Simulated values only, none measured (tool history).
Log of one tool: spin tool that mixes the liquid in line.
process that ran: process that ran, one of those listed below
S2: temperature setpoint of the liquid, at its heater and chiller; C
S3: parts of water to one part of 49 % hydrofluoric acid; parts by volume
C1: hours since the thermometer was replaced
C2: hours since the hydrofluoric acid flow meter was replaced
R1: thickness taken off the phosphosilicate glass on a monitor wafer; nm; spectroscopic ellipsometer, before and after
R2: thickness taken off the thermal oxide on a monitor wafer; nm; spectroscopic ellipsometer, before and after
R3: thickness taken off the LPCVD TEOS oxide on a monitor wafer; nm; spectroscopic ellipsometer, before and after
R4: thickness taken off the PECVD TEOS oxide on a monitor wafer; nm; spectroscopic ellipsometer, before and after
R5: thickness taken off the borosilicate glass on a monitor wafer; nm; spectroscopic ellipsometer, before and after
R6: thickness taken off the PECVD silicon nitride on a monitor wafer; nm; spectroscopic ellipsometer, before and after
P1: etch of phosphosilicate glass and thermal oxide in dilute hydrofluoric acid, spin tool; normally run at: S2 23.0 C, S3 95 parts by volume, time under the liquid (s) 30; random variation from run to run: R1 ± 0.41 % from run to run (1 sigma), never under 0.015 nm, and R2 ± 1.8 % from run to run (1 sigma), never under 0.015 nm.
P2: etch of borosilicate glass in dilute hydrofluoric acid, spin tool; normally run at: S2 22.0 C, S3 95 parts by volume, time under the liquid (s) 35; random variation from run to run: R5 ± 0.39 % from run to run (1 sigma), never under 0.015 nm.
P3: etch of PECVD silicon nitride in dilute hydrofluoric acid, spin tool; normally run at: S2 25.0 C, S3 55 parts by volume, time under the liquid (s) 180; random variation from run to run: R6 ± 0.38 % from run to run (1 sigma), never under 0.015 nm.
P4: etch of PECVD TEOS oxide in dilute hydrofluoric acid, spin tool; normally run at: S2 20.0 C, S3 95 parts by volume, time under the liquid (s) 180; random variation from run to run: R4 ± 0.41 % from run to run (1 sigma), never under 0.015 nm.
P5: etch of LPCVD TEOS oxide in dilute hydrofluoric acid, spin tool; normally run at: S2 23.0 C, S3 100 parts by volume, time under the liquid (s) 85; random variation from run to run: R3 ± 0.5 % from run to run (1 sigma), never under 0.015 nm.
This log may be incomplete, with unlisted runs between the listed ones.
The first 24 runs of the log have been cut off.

run 25 day=9.283 | process_that_ran=P2 S2=22.0 S3=95 time_under_the_liquid_(s)=35 | C1=766.5 C2=159.3 | R5=11.0480
run 26 day=9.517 | process_that_ran=P5 S2=23.0 S3=155 time_under_the_liquid_(s)=85 | C1=772.1 C2=164.9 | R3=28.005
run 27 day=9.804 | process_that_ran=P3 S2=25.0 S3=55 time_under_the_liquid_(s)=180 | C1=779.0 C2=171.8 | R6=18.898
run 28 day=10.292 | process_that_ran=P5 S2=23.0 S3=100 time_under_the_liquid_(s)=160 | C1=790.7 C2=183.5 | R3=87.286
run 29 day=10.596 | process_that_ran=P3 S2=20.5 S3=55 time_under_the_liquid_(s)=180 | C1=798.0 C2=190.8 | R6=14.024
run 30 day=10.817 | process_that_ran=P1 S2=23.0 S3=95 time_under_the_liquid_(s)=30 | C1=803.3 C2=196.1 | R1=57.175 R2=1.42860
run 31 day=11.079 | process_that_ran=P1 S2=23.0 S3=95 time_under_the_liquid_(s)=30 | C1=809.6 C2=202.4 | R1=56.775 R2=1.42660
run 32 day=11.442 | process_that_ran=P1 S2=23.0 S3=95 time_under_the_liquid_(s)=30 | C1=818.3 C2=211.1 | R1=57.968 R2=1.44330
run 33 day=11.938 | process_that_ran=P1 S2=23.0 S3=95 time_under_the_liquid_(s)=30 | C1=830.2 C2=223.0 | R1=59.429 R2=1.54910
run 34 day=12.179 | process_that_ran=P1 S2=23.0 S3=95 time_under_the_liquid_(s)=30 | C1=836.0 C2=228.8 | R1=60.180 R2=1.58620
run 35 day=12.554 | process_that_ran=P1 S2=23.0 S3=95 time_under_the_liquid_(s)=30 | C1=845.0 C2=237.8 | R1=61.086 R2=1.52970
run 36 day=13.042 | process_that_ran=P1 S2=23.0 S3=95 time_under_the_liquid_(s)=30 | C1=856.7 C2=249.5 | R1=61.468 R2=1.55520
run 37 day=13.458 | process_that_ran=P1 S2=23.0 S3=95 time_under_the_liquid_(s)=30 | C1=866.7 C2=259.5 | R1=61.651 R2=1.55060
run 38 day=13.858 | process_that_ran=P1 S2=23.0 S3=95 time_under_the_liquid_(s)=30 | C1=876.3 C2=269.1 | R1=62.195 R2=1.61870

Run 39 comes next. What will it give?
run 39 day=14.267 | process_that_ran=P1 S2=23.0 S3=95 time_under_the_liquid_(s)=30 | C1=886.1 C2=278.9 | R1=? R2=?

{"run 39": {"R1": 61.934, "R2": 1.5929}}
